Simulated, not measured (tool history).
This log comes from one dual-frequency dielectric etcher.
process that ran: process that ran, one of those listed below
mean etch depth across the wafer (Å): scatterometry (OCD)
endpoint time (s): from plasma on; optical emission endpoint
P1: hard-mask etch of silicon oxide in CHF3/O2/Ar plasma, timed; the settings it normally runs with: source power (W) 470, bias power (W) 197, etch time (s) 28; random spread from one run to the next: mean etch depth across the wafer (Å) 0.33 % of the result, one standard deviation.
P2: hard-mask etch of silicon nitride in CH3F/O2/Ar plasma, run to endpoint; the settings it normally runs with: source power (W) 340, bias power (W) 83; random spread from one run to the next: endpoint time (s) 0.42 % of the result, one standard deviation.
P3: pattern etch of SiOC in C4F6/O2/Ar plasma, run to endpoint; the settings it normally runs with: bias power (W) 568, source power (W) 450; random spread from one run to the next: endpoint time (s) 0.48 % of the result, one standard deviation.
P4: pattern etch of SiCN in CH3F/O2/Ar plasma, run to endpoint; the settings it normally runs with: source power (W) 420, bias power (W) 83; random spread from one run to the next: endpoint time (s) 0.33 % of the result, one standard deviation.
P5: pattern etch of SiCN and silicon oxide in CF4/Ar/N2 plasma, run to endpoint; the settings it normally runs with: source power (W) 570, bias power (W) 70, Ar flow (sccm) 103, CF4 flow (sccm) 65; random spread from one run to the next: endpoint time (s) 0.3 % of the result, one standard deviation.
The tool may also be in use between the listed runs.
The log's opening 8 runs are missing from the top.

| run | hour | process that ran | source power (W) | bias power (W) | etch time (s) | Ar flow (sccm) | CF4 flow (sccm) | hours since the last wet clean | hours since the last source power generator calibration | hours since the last bias power generator calibration | mean etch depth across the wafer (Å) | endpoint time (s) |
|---|---|---|---|---|---|---|---|---|---|---|---|---|
| 9 | 35.7 | P1 | 600 | 197 | 28 |  |  | 370.5 | 6.4 | 3054.4 | 565.69 |  |
| 10 | 39.5 | P4 | 420 | 83 |  |  |  | 374.3 | 10.2 | 3058.2 |  | 17.507 |
| 11 | 43.2 | P1 | 470 | 245 | 28 |  |  | 378 | 13.9 | 3061.9 | 559.49 |  |
| 12 | 48.6 | P2 | 340 | 83 |  |  |  | 383.4 | 19.3 | 3067.3 |  | 56.306 |
| 13 | 53.3 | P1 | 300 | 197 | 28 |  |  | 388.1 | 24 | 3072 | 434.63 |  |
| 14 | 56.9 | P5 | 570 | 91 |  | 103 | 65 | 391.7 | 27.6 | 3075.6 |  | 13.985 |
| 15 | 60.3 | P2 | 410 | 83 |  |  |  | 395.1 | 31 | 3079 |  | 52.637 |
| 16 | 65.6 | P1 | 470 | 197 | 28 |  |  | 400.4 | 36.3 | 3084.3 | 515.77 |  |
| 17 | 68.1 | P2 | 340 | 102 |  |  |  | 402.9 | 38.8 | 3086.8 |  | 52.029 |
| 18 | 71.3 | P3 | 450 | 568 |  |  |  | 406.1 | 42 | 3090 |  | 8.813 |
| 19 | 76.1 | P5 | 770 | 70 |  | 103 | 65 | 410.9 | 46.8 | 3094.8 |  | 11.772 |
| 20 | 79.3 | P4 | 320 | 83 |  |  |  | 414.1 | 50 | 3098 |  | 19.278 |
| 21 | 82.6 | P1 | 470 | 156 | 28 |  |  | 417.4 | 53.3 | 3101.3 | 475.41 |  |
| 22 | 86.2 | P4 | 420 | 83 |  |  |  | 421 | 56.9 | 3104.9 |  | 17.414 |
| 23 | 89.1 | P1 | 370 | 197 | 40.5 |  |  | 423.9 | 59.8 | 3107.8 | 678.47 |  |
| 24 | 94.3 | P4 | 420 | 64 |  |  |  | 429.1 | 65 | 3113 |  | 19.148 |
| 25 | 97.6 | P1 | 470 | 197 | 28 |  |  | 432.4 | 68.3 | 3116.3 | 517.58 |  |

Run 26 is up next; what results do you expect?
| 26 | 101 | P5 | 570 | 70 |  | 103 | 65 | 435.8 | 71.7 | 3119.7 |  | ? |

{"run 26": {"endpoint time (s)": 15.399}}
